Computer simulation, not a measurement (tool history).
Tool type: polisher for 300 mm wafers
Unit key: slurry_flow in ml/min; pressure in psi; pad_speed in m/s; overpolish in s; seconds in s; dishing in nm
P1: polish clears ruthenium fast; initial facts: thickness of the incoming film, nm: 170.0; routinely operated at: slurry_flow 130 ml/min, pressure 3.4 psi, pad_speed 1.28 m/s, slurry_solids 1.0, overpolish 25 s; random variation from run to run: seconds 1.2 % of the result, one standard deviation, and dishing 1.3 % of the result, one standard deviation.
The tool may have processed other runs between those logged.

run 1 hour=15.4 | slurry_flow=130 pressure=3.4 pad_speed=1.28 slurry_solids=1.0 overpolish=25 | seconds=26.799 dishing=103.620
run 2 hour=26.2 | slurry_flow=130 pressure=2.3 pad_speed=1.28 slurry_solids=0.7 overpolish=25 | seconds=47.931 dishing=70.561
run 3 hour=36.5 | slurry_flow=130 pressure=3.4 pad_speed=1.28 slurry_solids=1.0 overpolish=25 | seconds=26.641 dishing=105.700
run 4 hour=53.4 | slurry_flow=200 pressure=3.4 pad_speed=1.28 slurry_solids=1.0 overpolish=25 | seconds=24.507 dishing=113.130
run 5 hour=67.3 | slurry_flow=130 pressure=3.4 pad_speed=1.28 slurry_solids=1.5 overpolish=25 | seconds=22.557 dishing=117.730
run 6 hour=77.1 | slurry_flow=130 pressure=3.4 pad_speed=1.28 slurry_solids=1.0 overpolish=25 | seconds=26.684 dishing=104.670
run 7 hour=88.5 | slurry_flow=130 pressure=3.4 pad_speed=1.28 slurry_solids=1.0 overpolish=25 | seconds=27.353 dishing=104.540
run 8 hour=105.2 | slurry_flow=130 pressure=2.4 pad_speed=1.28 slurry_solids=1.0 overpolish=25 | seconds=37.962 dishing=82.536
run 9 hour=113.6 | slurry_flow=130 pressure=3.4 pad_speed=1.28 slurry_solids=1.0 overpolish=8 | seconds=26.356 dishing=42.736
-- hour=114.4 head pressure recalibrated
run 10 hour=127.1 | slurry_flow=130 pressure=3.4 pad_speed=1.28 slurry_solids=1.0 overpolish=25 | seconds=26.959 dishing=107.020
run 11 hour=136.6 | slurry_flow=130 pressure=3.4 pad_speed=1.28 slurry_solids=1.0 overpolish=39 | seconds=27.073 dishing=141.390
run 12 hour=151.0 | slurry_flow=130 pressure=3.4 pad_speed=1.74 slurry_solids=1.0 overpolish=25 | seconds=19.649 dishing=128.520
run 13 hour=168.3 | slurry_flow=130 pressure=3.4 pad_speed=0.68 slurry_solids=1.0 overpolish=25 | seconds=49.932 dishing=64.654
run 14 hour=180.7 | slurry_flow=130 pressure=3.4 pad_speed=1.28 slurry_solids=0.5 overpolish=25 | seconds=38.518 dishing=81.385
run 15 hour=191.0 | slurry_flow=80 pressure=3.4 pad_speed=1.28 slurry_solids=1.0 overpolish=25 | seconds=30.035 dishing=96.471
run 16 hour=201.4 | slurry_flow=130 pressure=5.1 pad_speed=1.28 slurry_solids=1.0 overpolish=25 | seconds=18.202 dishing=138.290
run 17 hour=214.2 | slurry_flow=130 pressure=3.4 pad_speed=1.28 slurry_solids=1.0 overpolish=25 | seconds=26.532 dishing=104.330
run 18 hour=231.9 | slurry_flow=130 pressure=3.4 pad_speed=1.28 slurry_solids=1.0 overpolish=25 | seconds=27.739 dishing=103.950
run 19 hour=247.6 | slurry_flow=130 pressure=3.4 pad_speed=1.28 slurry_solids=1.0 overpolish=25 | seconds=27.987 dishing=103.180
-- hour=260.3 head pressure recalibrated
run 20 hour=264.2 | slurry_flow=130 pressure=3.4 pad_speed=1.28 slurry_solids=1.0 overpolish=25 | seconds=28.810 dishing=99.842
run 21 hour=274.3 | slurry_flow=130 pressure=3.4 pad_speed=1.28 slurry_solids=1.0 overpolish=25 | seconds=28.658 dishing=101.350
run 22 hour=285.5 | slurry_flow=130 pressure=3.4 pad_speed=1.28 slurry_solids=1.0 overpolish=25 | seconds=28.876 dishing=99.276
-- hour=290.9 worn pad replaced by a new one
run 23 hour=293.3 | slurry_flow=130 pressure=3.4 pad_speed=1.28 slurry_solids=1.0 overpolish=25 | seconds=29.256 dishing=100.280
run 24 hour=304.8 | slurry_flow=130 pressure=3.4 pad_speed=1.28 slurry_solids=1.0 overpolish=25 | seconds=29.448 dishing=102.000
run 25 hour=320.8 | slurry_flow=130 pressure=3.4 pad_speed=1.28 slurry_solids=1.0 overpolish=25 | seconds=29.618 dishing=100.660
run 26 hour=330.6 | slurry_flow=130 pressure=3.4 pad_speed=1.28 slurry_solids=1.0 overpolish=25 | seconds=29.506 dishing=98.730
run 27 hour=340.5 | slurry_flow=130 pressure=3.4 pad_speed=1.28 slurry_solids=1.0 overpolish=25 | seconds=29.709 dishing=98.221

The output of P1 has drifted from where it used to be. Each of the 2 causes below, taken at the size shown beside it, accounts for the log equally well:
A: abrasive missing from the slurry, % = 17.6
B: slurry flow missing at the pad, % = 32.5
The onset of the drift is placed at about hour 214.2.
What rules out each remaining cause:
removal rate lost through wear of the pad, %: was serviced at hour 290.9, once the creep was under way, yet the earlier output never came back
head's pressure below its setpoint, %: was serviced at hour 260.3, once the creep was under way, yet the earlier output never came back

You are offered 4 check runs, listed below with question marks in place of their results; each one averages 5 wafers. Which run separates the listed causes by giving clearly different results for each?
run check 1 hour=350.4 | slurry_flow=130 pressure=5.0 pad_speed=1.28 slurry_solids=1.00 overpolish=25 | seconds=? dishing=?
run check 2 hour=350.4 | slurry_flow=130 pressure=3.4 pad_speed=1.28 slurry_solids=1.30 overpolish=25 | seconds=? dishing=?
run check 3 hour=350.4 | slurry_flow=130 pressure=3.4 pad_speed=0.70 slurry_solids=1.00 overpolish=25 | seconds=? dishing=?
run check 4 hour=350.4 | slurry_flow=185 pressure=3.4 pad_speed=1.28 slurry_solids=0.65 overpolish=25 | seconds=? dishing=?

How each check would come out, cause by cause:
check=check_1 result=seconds if_A=19.986 if_B=19.987
check=check_1 result=dishing if_A=128.100 if_B=128.090
check=check_2 result=seconds if_A=25.981 if_B=26.310
check=check_2 result=dishing if_A=108.310 if_B=107.380
check=check_3 result=seconds if_A=53.743 if_B=53.747
check=check_3 result=dishing if_A=62.180 if_B=62.177
check=check_4 result=seconds if_A=35.199 if_B=33.617
check=check_4 result=dishing if_A=87.095 if_B=90.149
Distance between the nearest two causes, measured in the result of the check that separates them most: check 1 0.01 %; check 2 1.26 %; check 3 0.01 %; check 4 4.6 %
Check 4 tells the causes apart: in the others they would give nearly the same result.

Check 4 was then run and gave: seconds 33.905 s; dishing 89.629 nm. Which cause is it?

B is the cause: slurry flow missing at the pad, %.
